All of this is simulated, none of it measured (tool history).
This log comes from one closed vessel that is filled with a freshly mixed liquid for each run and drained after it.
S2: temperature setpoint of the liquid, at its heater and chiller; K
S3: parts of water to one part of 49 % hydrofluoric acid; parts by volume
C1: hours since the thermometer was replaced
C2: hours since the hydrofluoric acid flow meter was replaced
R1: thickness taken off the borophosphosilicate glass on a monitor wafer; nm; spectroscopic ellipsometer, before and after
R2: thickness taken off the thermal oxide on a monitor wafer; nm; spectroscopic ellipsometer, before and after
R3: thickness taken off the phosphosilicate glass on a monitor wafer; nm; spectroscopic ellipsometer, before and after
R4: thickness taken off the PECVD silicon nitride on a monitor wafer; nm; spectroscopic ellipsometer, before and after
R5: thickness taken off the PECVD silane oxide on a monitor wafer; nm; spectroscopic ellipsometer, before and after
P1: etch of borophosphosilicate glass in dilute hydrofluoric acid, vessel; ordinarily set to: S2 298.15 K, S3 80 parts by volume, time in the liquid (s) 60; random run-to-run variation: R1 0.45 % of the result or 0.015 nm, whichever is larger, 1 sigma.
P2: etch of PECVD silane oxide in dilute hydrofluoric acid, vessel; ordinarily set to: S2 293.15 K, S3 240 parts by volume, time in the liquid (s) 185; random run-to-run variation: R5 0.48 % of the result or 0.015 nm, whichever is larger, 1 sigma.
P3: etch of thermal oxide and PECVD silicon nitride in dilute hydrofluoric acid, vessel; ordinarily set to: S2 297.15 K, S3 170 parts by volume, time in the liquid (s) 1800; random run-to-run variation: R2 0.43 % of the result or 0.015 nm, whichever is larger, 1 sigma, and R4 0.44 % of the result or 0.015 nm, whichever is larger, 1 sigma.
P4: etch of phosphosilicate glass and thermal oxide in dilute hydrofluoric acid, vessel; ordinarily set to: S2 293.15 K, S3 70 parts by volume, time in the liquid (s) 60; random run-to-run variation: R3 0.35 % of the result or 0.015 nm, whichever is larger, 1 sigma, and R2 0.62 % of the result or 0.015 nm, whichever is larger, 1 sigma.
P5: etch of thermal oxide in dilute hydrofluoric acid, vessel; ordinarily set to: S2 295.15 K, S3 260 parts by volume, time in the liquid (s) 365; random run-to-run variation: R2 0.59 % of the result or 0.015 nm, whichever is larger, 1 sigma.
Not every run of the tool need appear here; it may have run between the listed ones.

run 1 hour=6.6 | process_that_ran=P1 S2=298.15 S3=80 time_in_the_liquid_(s)=60 | C1=293.8 C2=350.2 | R1=34.596
run 2 hour=16.7 | process_that_ran=P5 S2=290.15 S3=260 time_in_the_liquid_(s)=365 | C1=303.9 C2=360.3 | R2=4.1172
run 3 hour=22.0 | process_that_ran=P1 S2=298.15 S3=80 time_in_the_liquid_(s)=60 | C1=309.2 C2=365.6 | R1=34.653
run 4 hour=30.7 | process_that_ran=P5 S2=295.15 S3=90 time_in_the_liquid_(s)=365 | C1=317.9 C2=374.3 | R2=17.2780
run 5 hour=36.6 | process_that_ran=P1 S2=302.15 S3=80 time_in_the_liquid_(s)=60 | C1=323.8 C2=380.2 | R1=40.173
run 6 hour=45.1 | process_that_ran=P4 S2=293.15 S3=70 time_in_the_liquid_(s)=60 | C1=332.3 C2=388.7 | R2=3.5041 R3=67.454
run 7 hour=50.8 | process_that_ran=P3 S2=297.15 S3=35 time_in_the_liquid_(s)=1800 | C1=338.0 C2=394.4 | R2=269.0200 R4=86.987
run 8 hour=61.2 | process_that_ran=P1 S2=298.15 S3=80 time_in_the_liquid_(s)=60 | C1=348.4 C2=404.8 | R1=34.547
run 9 hour=67.2 | process_that_ran=P3 S2=297.15 S3=170 time_in_the_liquid_(s)=1800 | C1=354.4 C2=410.8 | R2=46.5880 R4=18.268
run 10 hour=74.1 | process_that_ran=P1 S2=298.15 S3=80 time_in_the_liquid_(s)=60 | C1=361.3 C2=417.7 | R1=34.318
run 11 hour=84.6 | process_that_ran=P1 S2=298.15 S3=80 time_in_the_liquid_(s)=95 | C1=371.8 C2=428.2 | R1=54.308
run 12 hour=91.5 | process_that_ran=P2 S2=290.15 S3=240 time_in_the_liquid_(s)=185 | C1=378.7 C2=435.1 | R5=12.7360
run 13 hour=100.2 | process_that_ran=P2 S2=293.15 S3=240 time_in_the_liquid_(s)=315 | C1=387.4 C2=443.8 | R5=24.3840
run 14 hour=109.1 | process_that_ran=P1 S2=298.15 S3=80 time_in_the_liquid_(s)=30 | C1=396.3 C2=452.7 | R1=17.248
run 15 hour=119.5 | process_that_ran=P1 S2=294.15 S3=80 time_in_the_liquid_(s)=60 | C1=406.7 C2=463.1 | R1=29.352
run 16 hour=129.3 | process_that_ran=P3 S2=303.15 S3=170 time_in_the_liquid_(s)=1800 | C1=416.5 C2=472.9 | R2=57.9890 R4=26.668
run 17 hour=135.2 | process_that_ran=P5 S2=295.15 S3=260 time_in_the_liquid_(s)=365 | C1=422.4 C2=478.8 | R2=4.9397
run 18 hour=145.9 | process_that_ran=P2 S2=293.15 S3=340 time_in_the_liquid_(s)=185 | C1=433.1 C2=489.5 | R5=9.1404
run 19 hour=154.5 | process_that_ran=P4 S2=293.15 S3=70 time_in_the_liquid_(s)=115 | C1=441.7 C2=498.1 | R2=6.7275 R3=130.710
run 20 hour=160.8 | process_that_ran=P2 S2=293.15 S3=240 time_in_the_liquid_(s)=185 | C1=448.0 C2=504.4 | R5=14.2350
run 21 hour=168.8 | process_that_ran=P4 S2=299.15 S3=70 time_in_the_liquid_(s)=60 | C1=456.0 C2=512.4 | R2=4.4614 R3=86.895
run 22 hour=175.2 | process_that_ran=P5 S2=295.15 S3=260 time_in_the_liquid_(s)=140 | C1=462.4 C2=518.8 | R2=1.9402
run 23 hour=183.6 | process_that_ran=P1 S2=298.15 S3=80 time_in_the_liquid_(s)=60 | C1=470.8 C2=527.2 | R1=34.339
run 24 hour=188.5 | process_that_ran=P1 S2=291.65 S3=145 time_in_the_liquid_(s)=60 | C1=475.7 C2=532.1 | R1=13.515
run 25 hour=198.6 | process_that_ran=P1 S2=298.15 S3=145 time_in_the_liquid_(s)=60 | C1=485.8 C2=542.2 | R1=17.490
run 26 hour=207.7 | process_that_ran=P3 S2=297.15 S3=170 time_in_the_liquid_(s)=1800 | C1=494.9 C2=551.3 | R2=46.1770 R4=18.386
run 27 hour=212.5 | process_that_ran=P1 S2=298.15 S3=40 time_in_the_liquid_(s)=60 | C1=499.7 C2=556.1 | R1=72.404
run 28 hour=223.0 | process_that_ran=P4 S2=293.15 S3=25 time_in_the_liquid_(s)=60 | C1=510.2 C2=566.6 | R2=10.3570 R3=201.470
run 29 hour=233.4 | process_that_ran=P1 S2=298.15 S3=80 time_in_the_liquid_(s)=60 | C1=520.6 C2=577.0 | R1=34.315
run 30 hour=242.7 | process_that_ran=P3 S2=297.15 S3=170 time_in_the_liquid_(s)=3480 | C1=529.9 C2=586.3 | R2=90.1320 R4=35.303
run 31 hour=250.1 | process_that_ran=P2 S2=293.15 S3=240 time_in_the_liquid_(s)=185 | C1=537.3 C2=593.7 | R5=14.2320
run 32 hour=258.6 | process_that_ran=P1 S2=298.15 S3=80 time_in_the_liquid_(s)=60 | C1=545.8 C2=602.2 | R1=34.313
run 33 hour=269.4 | process_that_ran=P1 S2=298.15 S3=80 time_in_the_liquid_(s)=60 | C1=556.6 C2=613.0 | R1=33.833
run 34 hour=279.1 | process_that_ran=P1 S2=298.15 S3=80 time_in_the_liquid_(s)=60 | C1=566.3 C2=622.7 | R1=33.280
run 35 hour=286.1 | process_that_ran=P1 S2=298.15 S3=80 time_in_the_liquid_(s)=60 | C1=573.3 C2=629.7 | R1=32.918
run 36 hour=294.9 | process_that_ran=P1 S2=298.15 S3=80 time_in_the_liquid_(s)=60 | C1=582.1 C2=638.5 | R1=32.983
run 37 hour=303.0 | process_that_ran=P1 S2=298.15 S3=80 time_in_the_liquid_(s)=60 | C1=590.2 C2=646.6 | R1=32.675
run 38 hour=312.3 | process_that_ran=P1 S2=298.15 S3=80 time_in_the_liquid_(s)=60 | C1=599.5 C2=655.9 | R1=32.944
run 39 hour=318.1 | process_that_ran=P1 S2=298.15 S3=80 time_in_the_liquid_(s)=60 | C1=605.3 C2=661.7 | R1=32.468
run 40 hour=327.5 | process_that_ran=P1 S2=298.15 S3=80 time_in_the_liquid_(s)=60 | C1=614.7 C2=671.1 | R1=32.721
run 41 hour=335.8 | process_that_ran=P1 S2=298.15 S3=80 time_in_the_liquid_(s)=60 | C1=623.0 C2=679.4 | R1=32.286
run 42 hour=343.6 | process_that_ran=P1 S2=298.15 S3=80 time_in_the_liquid_(s)=60 | C1=630.8 C2=687.2 | R1=32.330

P1 has crept away from where it was. The log is fitted equally well by each of these 2 causes, at the sizes shown:
A: liquid colder than its thermometer reads (K) = 1.46
B: hydrofluoric acid flow below the setpoint (%) = 5.15
The drift started at roughly hour 258.6.

Question marks stand in for the results of the 4 check runs listed below, each run on one wafer. Under which run would the listed causes show clearly different results?
run check 1 hour=351.4 | process_that_ran=P2 S2=290.15 S3=240 time_in_the_liquid_(s)=310 | R5=?
run check 2 hour=351.4 | process_that_ran=P3 S2=297.15 S3=170 time_in_the_liquid_(s)=3460 | R2=? R4=?
run check 3 hour=351.4 | process_that_ran=P4 S2=298.15 S3=70 time_in_the_liquid_(s)=60 | R2=? R3=?
run check 4 hour=351.4 | process_that_ran=P5 S2=290.65 S3=95 time_in_the_liquid_(s)=365 | R2=?

Outcome of each check run for each possible cause:
check=check_1 result=R5 if_A=20.1310 if_B=19.9950
check=check_2 result=R2 if_A=84.8310 if_B=84.1870
check=check_2 result=R4 if_A=32.094 if_B=33.461
check=check_3 result=R2 if_A=4.0550 if_B=4.0597
check=check_3 result=R3 if_A=78.681 if_B=78.772
check=check_4 result=R2 if_A=12.7330 if_B=12.7780
How far apart the two closest causes lie, in the result that separates them most: check 1 0.68 %; check 2 4.17 %; check 3 0.12 %; check 4 0.36 %
Only in check 2 would the causes give clearly different results; in the remaining checks their results would be nearly the same.

Check 2 was carried out, with these results: R2 84.3850 nm; R4 33.201 nm. Which of the listed causes is responsible?

The correct cause is B, namely: hydrofluoric acid flow below the setpoint (%).
